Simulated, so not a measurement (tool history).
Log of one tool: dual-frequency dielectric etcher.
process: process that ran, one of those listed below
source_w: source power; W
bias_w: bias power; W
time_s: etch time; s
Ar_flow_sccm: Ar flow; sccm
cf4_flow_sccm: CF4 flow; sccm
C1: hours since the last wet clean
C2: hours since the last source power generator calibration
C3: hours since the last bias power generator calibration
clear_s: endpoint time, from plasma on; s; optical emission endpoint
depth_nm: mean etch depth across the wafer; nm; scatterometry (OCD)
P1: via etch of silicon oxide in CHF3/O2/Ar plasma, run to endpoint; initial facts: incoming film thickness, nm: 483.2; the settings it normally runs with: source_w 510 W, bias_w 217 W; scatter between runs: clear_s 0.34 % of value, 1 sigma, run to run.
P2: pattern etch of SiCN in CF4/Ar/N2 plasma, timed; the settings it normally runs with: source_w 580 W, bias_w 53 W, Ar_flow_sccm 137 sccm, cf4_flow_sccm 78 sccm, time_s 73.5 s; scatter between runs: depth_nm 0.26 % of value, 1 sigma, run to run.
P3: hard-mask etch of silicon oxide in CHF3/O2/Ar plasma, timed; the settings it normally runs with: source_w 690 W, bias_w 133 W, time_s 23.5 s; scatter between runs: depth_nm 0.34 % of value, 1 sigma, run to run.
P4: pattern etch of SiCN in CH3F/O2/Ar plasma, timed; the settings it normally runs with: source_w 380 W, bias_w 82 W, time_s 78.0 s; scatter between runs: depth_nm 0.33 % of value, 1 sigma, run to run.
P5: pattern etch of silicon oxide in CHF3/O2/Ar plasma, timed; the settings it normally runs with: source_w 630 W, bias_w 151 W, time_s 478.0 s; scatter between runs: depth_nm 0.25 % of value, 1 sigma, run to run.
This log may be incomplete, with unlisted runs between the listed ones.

Run 1, hour 9.3: process P1, source_w 510 W, bias_w 217 W; C1 211.9; C2 1081.9; C3 352.8. Result: clear_s 242.22 s.
Run 2, hour 22.6: process P3, source_w 690 W, bias_w 133 W, time_s 34.0 s; C1 225.2; C2 1095.2; C3 366.1. Result: depth_nm 64.330 nm.
Run 3, hour 36.9: process P2, source_w 580 W, bias_w 53 W, time_s 73.5 s, Ar_flow_sccm 105 sccm, cf4_flow_sccm 78 sccm; C1 239.5; C2 1109.5; C3 380.4. Result: depth_nm 72.695 nm.
Run 4, hour 48.7: process P1, source_w 510 W, bias_w 217 W; C1 251.3; C2 1121.3; C3 392.2. Result: clear_s 242.10 s.
Run 5, hour 62.0: process P1, source_w 510 W, bias_w 217 W; C1 264.6; C2 1134.6; C3 405.5. Result: clear_s 239.86 s.
Run 6, hour 79.2: process P1, source_w 410 W, bias_w 302 W; C1 281.8; C2 1151.8; C3 422.7. Result: clear_s 231.38 s.
Run 7, hour 95.9: process P4, source_w 380 W, bias_w 50 W, time_s 78.0 s; C1 298.5; C2 1168.5; C3 439.4. Result: depth_nm 25.301 nm.
Run 8, hour 113.0: process P1, source_w 510 W, bias_w 217 W; C1 315.6; C2 1185.6; C3 456.5. Result: clear_s 241.27 s.
Run 9, hour 123.7: process P5, source_w 630 W, bias_w 151 W, time_s 478.0 s; C1 326.3; C2 1196.3; C3 467.2. Result: depth_nm 902.260 nm.
Run 10, hour 134.4: process P5, source_w 630 W, bias_w 111 W, time_s 478.0 s; C1 337.0; C2 1207.0; C3 477.9. Result: depth_nm 824.090 nm.
Run 11, hour 143.6: process P4, source_w 380 W, bias_w 82 W, time_s 78.0 s; C1 346.2; C2 1216.2; C3 487.1. Result: depth_nm 29.904 nm.
Run 12, hour 159.1: process P1, source_w 510 W, bias_w 217 W; C1 361.7; C2 1231.7; C3 502.6. Result: clear_s 241.02 s.
Run 13, hour 168.5: process P1, source_w 510 W, bias_w 217 W; C1 371.1; C2 1241.1; C3 512.0. Result: clear_s 240.14 s.
Run 14, hour 177.8: process P2, source_w 580 W, bias_w 53 W, time_s 73.5 s, Ar_flow_sccm 137 sccm, cf4_flow_sccm 78 sccm; C1 380.4; C2 1250.4; C3 521.3. Result: depth_nm 69.381 nm.
Run 15, hour 196.1: process P2, source_w 580 W, bias_w 53 W, time_s 50.0 s, Ar_flow_sccm 137 sccm, cf4_flow_sccm 78 sccm; C1 398.7; C2 1268.7; C3 539.6. Result: depth_nm 47.347 nm.
Run 16, hour 204.8: process P1, source_w 510 W, bias_w 278 W; C1 407.4; C2 1277.4; C3 548.3. Result: clear_s 220.42 s.
Run 17, hour 216.8: process P4, source_w 380 W, bias_w 82 W, time_s 78.0 s; C1 419.4; C2 1289.4; C3 560.3. Result: depth_nm 29.939 nm.
Run 18, hour 232.3: process P1, source_w 720 W, bias_w 217 W; C1 434.9; C2 1304.9; C3 575.8. Result: clear_s 211.76 s.
Run 19, hour 245.4: process P1, source_w 380 W, bias_w 217 W; C1 448.0; C2 1318.0; C3 588.9. Result: clear_s 268.38 s.
Run 20, hour 254.9: process P3, source_w 690 W, bias_w 133 W, time_s 23.5 s; C1 457.5; C2 1327.5; C3 598.4. Result: depth_nm 44.836 nm.
Run 21, hour 270.2: process P1, source_w 510 W, bias_w 133 W; C1 472.8; C2 1342.8; C3 613.7. Result: clear_s 282.59 s.
Run 22, hour 283.4: process P4, source_w 380 W, bias_w 82 W, time_s 52.5 s; C1 486.0; C2 1356.0; C3 626.9. Result: depth_nm 20.065 nm.
Run 23, hour 295.0: process P2, source_w 580 W, bias_w 72 W, time_s 73.5 s, Ar_flow_sccm 137 sccm, cf4_flow_sccm 78 sccm; C1 497.6; C2 1367.6; C3 638.5. Result: depth_nm 77.337 nm.
Run 24, hour 313.9: process P3, source_w 810 W, bias_w 133 W, time_s 23.5 s; C1 516.5; C2 1386.5; C3 657.4. Result: depth_nm 47.651 nm.
Run 25, hour 325.7: process P2, source_w 580 W, bias_w 53 W, time_s 73.5 s, Ar_flow_sccm 137 sccm, cf4_flow_sccm 94 sccm; C1 528.3; C2 1398.3; C3 669.2. Result: depth_nm 71.794 nm.
Run 26, hour 338.8: process P2, source_w 690 W, bias_w 53 W, time_s 73.5 s, Ar_flow_sccm 137 sccm, cf4_flow_sccm 78 sccm; C1 541.4; C2 1411.4; C3 682.3. Result: depth_nm 81.155 nm.
Run 27, hour 352.7: process P1, source_w 510 W, bias_w 217 W; C1 555.3; C2 1425.3; C3 696.2. Result: clear_s 241.71 s.
At hour 356.2: bias power generator calibrated.
Run 28, hour 370.9: process P3, source_w 690 W, bias_w 177 W, time_s 23.5 s; C1 573.5; C2 1443.5; C3 14.8. Result: depth_nm 48.741 nm.
Run 29, hour 382.8: process P4, source_w 250 W, bias_w 82 W, time_s 78.0 s; C1 585.4; C2 1455.4; C3 26.7. Result: depth_nm 25.586 nm.
Run 30, hour 396.2: process P2, source_w 580 W, bias_w 53 W, time_s 73.5 s, Ar_flow_sccm 137 sccm, cf4_flow_sccm 78 sccm; C1 598.8; C2 1468.8; C3 40.1. Result: depth_nm 69.831 nm.
Run 31, hour 406.5: process P5, source_w 490 W, bias_w 151 W, time_s 478.0 s; C1 609.1; C2 1479.1; C3 50.4. Result: depth_nm 820.850 nm.
Run 32, hour 420.1: process P5, source_w 630 W, bias_w 151 W, time_s 271.5 s; C1 622.7; C2 1492.7; C3 64.0. Result: depth_nm 514.450 nm.
Run 33, hour 433.1: process P1, source_w 510 W, bias_w 217 W; C1 635.7; C2 1505.7; C3 77.0. Result: clear_s 240.82 s.
Run 34, hour 449.5: process P1, source_w 510 W, bias_w 217 W; C1 652.1; C2 1522.1; C3 93.4. Result: clear_s 238.08 s.
Run 35, hour 467.2: process P1, source_w 510 W, bias_w 217 W; C1 669.8; C2 1539.8; C3 111.1. Result: clear_s 238.44 s.
Run 36, hour 485.3: process P1, source_w 510 W, bias_w 217 W; C1 687.9; C2 1557.9; C3 129.2. Result: clear_s 237.49 s.
At hour 488.8: wet clean of the chamber.
Run 37, hour 498.4: process P1, source_w 510 W, bias_w 217 W; C1 9.6; C2 1571.0; C3 142.3. Result: clear_s 238.58 s.
Run 38, hour 507.4: process P1, source_w 510 W, bias_w 217 W; C1 18.6; C2 1580.0; C3 151.3. Result: clear_s 237.41 s.
Run 39, hour 520.3: process P1, source_w 510 W, bias_w 217 W; C1 31.5; C2 1592.9; C3 164.2. Result: clear_s 238.28 s.
Run 40, hour 537.1: process P1, source_w 510 W, bias_w 217 W; C1 48.3; C2 1609.7; C3 181.0. Result: clear_s 236.22 s.

The output of P1 has drifted from where it used to be. Each of the 2 causes below, taken at the size shown beside it, accounts for the log equally well:
A: bias power that arrives over what is set, % = 4.91
B: source power that arrives over what is set, % = 4.6
The creep began at about hour 433.1.
All other causes, with the reason each is excluded:
chamber walls in a state that raises the etch rate, %: work on it at hour 488.8, done after the drift set in, did not restore what the process gave before

Question marks stand in for the results of the 4 check runs listed below, each run on one wafer. Under which run would the listed causes show clearly different results?
Run check 1, hour 553.9: process P5, source_w 630 W, bias_w 151 W, time_s 478.0 s. Result: depth_nm ?.
Run check 2, hour 553.9: process P4, source_w 380 W, bias_w 82 W, time_s 78.0 s. Result: depth_nm ?.
Run check 3, hour 553.9: process P3, source_w 690 W, bias_w 133 W, time_s 23.5 s. Result: depth_nm ?.
Run check 4, hour 553.9: process P2, source_w 580 W, bias_w 53 W, time_s 73.5 s, Ar_flow_sccm 137 sccm, cf4_flow_sccm 78 sccm. Result: depth_nm ?.

Outcome of each check run for each possible cause:
  check    result     if A     if B
check 1  depth_nm  918.630  920.330
check 2  depth_nm   30.435   30.411
check 3  depth_nm   45.372   45.489
check 4  depth_nm   70.560   72.270
Per-check spread between the two closest causes, in the result where they differ most: check 1 0.19 %; check 2 0.08 %; check 3 0.26 %; check 4 2.39 %
Only in check 4 would the causes give clearly different results; in the remaining checks their results would be nearly the same.

Running check 4 produced the following: depth_nm 70.561 nm. Which one of the listed causes fits?

A is the cause: bias power that arrives over what is set, %.
